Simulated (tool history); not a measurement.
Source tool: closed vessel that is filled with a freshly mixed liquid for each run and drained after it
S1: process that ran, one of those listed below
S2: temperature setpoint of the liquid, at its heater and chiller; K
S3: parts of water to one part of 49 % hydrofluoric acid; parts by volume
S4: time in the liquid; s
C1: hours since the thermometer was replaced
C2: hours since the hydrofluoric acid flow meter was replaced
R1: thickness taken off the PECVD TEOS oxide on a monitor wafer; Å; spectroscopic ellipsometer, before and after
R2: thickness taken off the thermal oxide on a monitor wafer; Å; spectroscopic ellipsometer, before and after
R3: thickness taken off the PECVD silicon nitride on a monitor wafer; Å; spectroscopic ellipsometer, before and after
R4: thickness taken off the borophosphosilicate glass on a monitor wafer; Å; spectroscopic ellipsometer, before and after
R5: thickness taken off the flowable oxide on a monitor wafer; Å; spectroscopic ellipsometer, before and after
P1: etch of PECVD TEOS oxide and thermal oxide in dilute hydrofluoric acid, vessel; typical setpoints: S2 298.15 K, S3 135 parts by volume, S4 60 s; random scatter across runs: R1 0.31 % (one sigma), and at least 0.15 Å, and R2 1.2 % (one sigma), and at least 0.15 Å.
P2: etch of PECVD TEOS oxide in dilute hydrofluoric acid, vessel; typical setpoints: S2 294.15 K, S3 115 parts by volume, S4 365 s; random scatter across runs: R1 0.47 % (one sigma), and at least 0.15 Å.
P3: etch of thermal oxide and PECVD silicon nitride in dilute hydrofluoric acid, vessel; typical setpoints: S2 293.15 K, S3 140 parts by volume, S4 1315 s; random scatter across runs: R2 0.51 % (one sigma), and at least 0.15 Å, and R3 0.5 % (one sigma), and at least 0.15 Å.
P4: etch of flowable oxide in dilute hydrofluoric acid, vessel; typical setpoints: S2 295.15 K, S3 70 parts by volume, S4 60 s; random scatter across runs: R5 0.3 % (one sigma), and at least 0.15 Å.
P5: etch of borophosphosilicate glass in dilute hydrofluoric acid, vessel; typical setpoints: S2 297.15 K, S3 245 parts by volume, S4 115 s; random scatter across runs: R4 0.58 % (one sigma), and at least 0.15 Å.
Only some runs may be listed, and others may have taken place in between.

run   hour  S1      S2   S3    S4      C1     C2      R1      R2      R3      R4      R5
  1    5.3  P1  298.15  135    60    1029  831.3  126.24  20.607
  2   14.2  P1  291.65  135    60  1037.9  840.2  97.335  15.876
  3   18.4  P3  293.15  140  1315  1042.1  844.4          372.66  395.71
  4   22.6  P1  298.15  135    60  1046.3  848.6  125.43  20.882
  5   26.7  P1  302.15  135    60  1050.4  852.7  145.74  23.622
  6   32.8  P1  298.15  135    85  1056.5  858.8  178.51  29.193
  7   38.4  P3  293.15  255  1315  1062.1  864.4          181.43  218.65
  8   42.4  P1  298.15  205   100  1066.1  868.4  127.82  20.738
  9   46.5  P2  294.15  115   365  1070.2  872.5  230.53
 10   53.7  P2  294.15  115   105  1077.4  879.7  66.176
 11   61.3  P5  297.15  245   225    1085  887.3                          271.85
 12   69.5  P1  298.15   70    60  1093.2  895.5   263.9   43.48
 13   77.3  P1  298.15  245    60    1101  903.3  61.531   9.704
 14   84.4  P4  295.15   35    60  1108.1  910.4                                  1186.3
 15     93  P5  303.15  245   115  1116.7    919                           170.8
 16   97.1  P3  290.15  140  1315  1120.8  923.1          326.86  323.98
 17    101  P3  293.15  140    30  1124.7    927           8.587  8.8714
 18  109.8  P5  297.15  435   115  1133.5  935.8                          65.208
 19  114.7  P2  294.15  165   365  1138.4  940.7  153.81
 20  122.4  P1  298.15  135    60  1146.1  948.4   125.3  20.999
 21    129  P2  290.15  115   365  1152.7    955  196.91
 22  135.8  P5  297.15  245   115  1159.5  961.8                          137.21
 23  142.9  P1  298.15  135    30  1166.6  968.9  62.876  10.309

Run 24 is up next; what results do you expect?
 24  148.5  P4  295.15  70  60  1172.2  974.5                   ?

Run 24 measured R5 565.7 Å.
